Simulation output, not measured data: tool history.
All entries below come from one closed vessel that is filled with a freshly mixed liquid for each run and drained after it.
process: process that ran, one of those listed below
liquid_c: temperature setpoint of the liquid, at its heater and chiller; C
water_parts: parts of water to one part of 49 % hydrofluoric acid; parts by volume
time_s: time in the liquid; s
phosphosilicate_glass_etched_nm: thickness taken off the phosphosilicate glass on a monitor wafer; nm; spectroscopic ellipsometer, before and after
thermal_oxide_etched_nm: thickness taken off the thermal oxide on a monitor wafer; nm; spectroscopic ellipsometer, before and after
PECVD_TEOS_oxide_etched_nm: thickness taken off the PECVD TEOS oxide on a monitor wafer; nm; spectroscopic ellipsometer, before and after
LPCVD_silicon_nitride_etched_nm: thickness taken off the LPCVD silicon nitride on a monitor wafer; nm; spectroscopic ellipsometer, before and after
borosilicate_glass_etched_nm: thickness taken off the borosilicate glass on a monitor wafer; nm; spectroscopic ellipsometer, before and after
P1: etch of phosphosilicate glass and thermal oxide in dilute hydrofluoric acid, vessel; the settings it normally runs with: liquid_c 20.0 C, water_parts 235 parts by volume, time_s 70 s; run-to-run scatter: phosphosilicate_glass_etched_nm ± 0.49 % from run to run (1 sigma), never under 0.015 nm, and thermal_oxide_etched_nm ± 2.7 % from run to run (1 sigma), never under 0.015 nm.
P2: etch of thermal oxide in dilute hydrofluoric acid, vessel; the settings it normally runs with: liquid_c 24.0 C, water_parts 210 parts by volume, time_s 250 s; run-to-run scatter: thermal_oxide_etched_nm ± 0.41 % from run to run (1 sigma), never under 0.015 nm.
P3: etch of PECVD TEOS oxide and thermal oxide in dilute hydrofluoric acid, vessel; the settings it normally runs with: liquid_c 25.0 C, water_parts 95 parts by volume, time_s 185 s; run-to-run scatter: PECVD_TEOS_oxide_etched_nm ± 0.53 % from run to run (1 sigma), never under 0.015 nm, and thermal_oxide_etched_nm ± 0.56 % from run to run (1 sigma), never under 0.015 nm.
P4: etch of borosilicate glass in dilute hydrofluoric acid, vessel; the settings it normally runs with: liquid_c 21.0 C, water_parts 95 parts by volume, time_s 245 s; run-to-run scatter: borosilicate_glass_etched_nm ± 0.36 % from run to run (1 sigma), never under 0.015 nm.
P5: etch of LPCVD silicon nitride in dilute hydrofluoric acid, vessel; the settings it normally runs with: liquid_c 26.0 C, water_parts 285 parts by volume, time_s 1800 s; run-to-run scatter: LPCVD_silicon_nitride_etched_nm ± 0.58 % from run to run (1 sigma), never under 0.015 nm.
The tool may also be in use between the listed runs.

run,hour,process,liquid_c,water_parts,time_s,hours since the thermometer was replaced,hours since the hydrofluoric acid flow meter was replaced,phosphosilicate_glass_etched_nm,thermal_oxide_etched_nm,PECVD_TEOS_oxide_etched_nm,LPCVD_silicon_nitride_etched_nm,borosilicate_glass_etched_nm
1,4.9,P1,20.0,235,70,1111.8,1006.1,31.775,1.06440,,,
2,15.0,P1,20.0,420,70,1121.9,1016.2,15.349,0.45962,,,
3,20.1,P3,25.0,95,30,1127.0,1021.3,,1.60880,4.1373,,
4,28.8,P1,20.0,50,70,1135.7,1030.0,184.270,5.60980,,,
5,33.7,P2,24.0,375,250,1140.6,1034.9,,2.42590,,,
6,39.4,P2,24.0,210,30,1146.3,1040.6,,0.59495,,,
7,46.8,P1,20.0,235,70,1153.7,1048.0,32.030,0.97903,,,
8,52.4,P1,20.0,235,70,1159.3,1053.6,32.225,1.01270,,,
9,58.2,P1,28.0,235,70,1165.1,1059.4,42.939,1.30020,,,
# hour 62.0: hydrofluoric acid flow meter replaced
10,65.9,P3,25.0,95,185,1172.8,3.9,,9.95570,25.3550,,
11,75.2,P3,25.0,170,185,1182.1,13.2,,5.12380,12.9530,,
12,85.3,P5,26.0,285,1800,1192.2,23.3,,,,3.7188,
13,92.1,P5,32.0,285,1800,1199.0,30.1,,,,5.3913,
14,100.5,P4,21.0,95,245,1207.4,38.5,,,,,52.286
15,105.5,P5,26.0,285,3145,1212.4,43.5,,,,6.5643,
16,113.6,P1,17.0,235,70,1220.5,51.6,28.489,0.90730,,,
17,120.6,P1,20.0,235,35,1227.5,58.6,16.112,0.49711,,,
18,127.2,P1,17.0,135,70,1234.1,65.2,54.968,1.64120,,,
19,134.5,P4,28.5,95,245,1241.4,72.5,,,,,70.706
20,140.7,P3,33.5,95,185,1247.6,78.7,,13.79000,34.8540,,
21,148.6,P4,21.0,95,395,1255.5,86.6,,,,,84.983
22,156.6,P4,21.0,145,245,1263.5,94.6,,,,,32.657
23,165.8,P5,26.0,60,1800,1272.7,103.8,,,,17.6520,
24,173.7,P1,20.0,235,70,1280.6,111.7,32.123,0.95243,,,
25,182.8,P2,24.0,210,250,1289.7,120.8,,5.03550,,,
26,192.2,P1,20.0,235,110,1299.1,130.2,50.076,1.59750,,,
27,198.9,P1,20.0,235,70,1305.8,136.9,32.302,0.97912,,,
28,209.1,P2,32.0,210,250,1316.0,147.1,,6.72180,,,
29,216.8,P1,20.0,235,70,1323.7,154.8,31.886,1.03290,,,
30,224.9,P4,21.0,95,245,1331.8,162.9,,,,,52.407
31,234.1,P1,20.0,235,70,1341.0,172.1,31.995,1.04230,,,
32,243.3,P3,25.0,95,185,1350.2,181.3,,9.93680,25.1960,,
33,250.0,P1,20.0,235,70,1356.9,188.0,31.965,1.02420,,,
34,256.1,P1,20.0,235,70,1363.0,194.1,30.736,0.93813,,,
35,264.4,P1,20.0,235,70,1371.3,202.4,30.210,0.89474,,,

What will run 36 give?
36,272.2,P1,20.0,235,70,1379.1,210.2,?,?,,,

phosphosilicate_glass_etched_nm: 29.904 nm
thermal_oxide_etched_nm: 0.95734 nm
